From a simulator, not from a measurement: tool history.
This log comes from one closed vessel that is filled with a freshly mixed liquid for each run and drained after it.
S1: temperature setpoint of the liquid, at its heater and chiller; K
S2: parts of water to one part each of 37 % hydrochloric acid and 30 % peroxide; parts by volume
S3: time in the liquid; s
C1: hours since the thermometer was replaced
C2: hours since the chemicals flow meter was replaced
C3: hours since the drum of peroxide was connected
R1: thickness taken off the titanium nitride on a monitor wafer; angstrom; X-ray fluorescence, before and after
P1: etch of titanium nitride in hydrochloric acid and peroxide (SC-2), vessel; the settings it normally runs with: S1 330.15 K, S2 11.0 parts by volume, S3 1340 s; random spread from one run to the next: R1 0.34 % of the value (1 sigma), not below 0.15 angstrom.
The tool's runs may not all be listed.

run 1 hour=4.5 | S1=330.15 S2=11.0 S3=1340 | C1=436.1 C2=648.1 C3=117.3 | R1=572.71
run 2 hour=11.1 | S1=318.15 S2=6.5 S3=1340 | C1=442.7 C2=654.7 C3=123.9 | R1=396.55
run 3 hour=17.8 | S1=330.15 S2=11.0 S3=1340 | C1=449.4 C2=661.4 C3=130.6 | R1=573.47
run 4 hour=24.5 | S1=330.15 S2=19.5 S3=1340 | C1=456.1 C2=668.1 C3=137.3 | R1=345.48
run 5 hour=32.9 | S1=330.15 S2=11.0 S3=1340 | C1=464.5 C2=676.5 C3=145.7 | R1=574.00
run 6 hour=40.4 | S1=330.15 S2=4.0 S3=1340 | C1=472.0 C2=684.0 C3=153.2 | R1=1248.30
run 7 hour=48.3 | S1=340.65 S2=11.0 S3=235 | C1=479.9 C2=691.9 C3=161.1 | R1=192.46
run 8 hour=54.7 | S1=330.15 S2=11.0 S3=1340 | C1=486.3 C2=698.3 C3=167.5 | R1=575.11
-- hour=63.9 thermometer replaced
run 9 hour=64.5 | S1=330.15 S2=11.0 S3=1340 | C1=0.6 C2=708.1 C3=177.3 | R1=574.36
run 10 hour=69.0 | S1=313.65 S2=11.0 S3=1340 | C1=5.1 C2=712.6 C3=181.8 | R1=189.93
run 11 hour=73.4 | S1=345.15 S2=11.0 S3=1340 | C1=9.5 C2=717.0 C3=186.2 | R1=1436.00
run 12 hour=77.9 | S1=330.15 S2=11.0 S3=2595 | C1=14.0 C2=721.5 C3=190.7 | R1=1110.30
run 13 hour=83.4 | S1=323.65 S2=18.0 S3=1340 | C1=19.5 C2=727.0 C3=196.2 | R1=243.38
run 14 hour=91.4 | S1=330.15 S2=11.0 S3=495 | C1=27.5 C2=735.0 C3=204.2 | R1=213.56
run 15 hour=98.9 | S1=330.15 S2=11.0 S3=1340 | C1=35.0 C2=742.5 C3=211.7 | R1=574.38
run 16 hour=103.4 | S1=330.15 S2=11.0 S3=1340 | C1=39.5 C2=747.0 C3=216.2 | R1=586.72
run 17 hour=108.2 | S1=330.15 S2=11.0 S3=1340 | C1=44.3 C2=751.8 C3=221.0 | R1=594.38

Estimate the outcome of run 18 from the log above:
run 18 hour=112.8 | S1=330.15 S2=11.0 S3=1340 | C1=48.9 C2=756.4 C3=225.6 | R1=?

Run 18 yielded R1 599.12 angstrom.

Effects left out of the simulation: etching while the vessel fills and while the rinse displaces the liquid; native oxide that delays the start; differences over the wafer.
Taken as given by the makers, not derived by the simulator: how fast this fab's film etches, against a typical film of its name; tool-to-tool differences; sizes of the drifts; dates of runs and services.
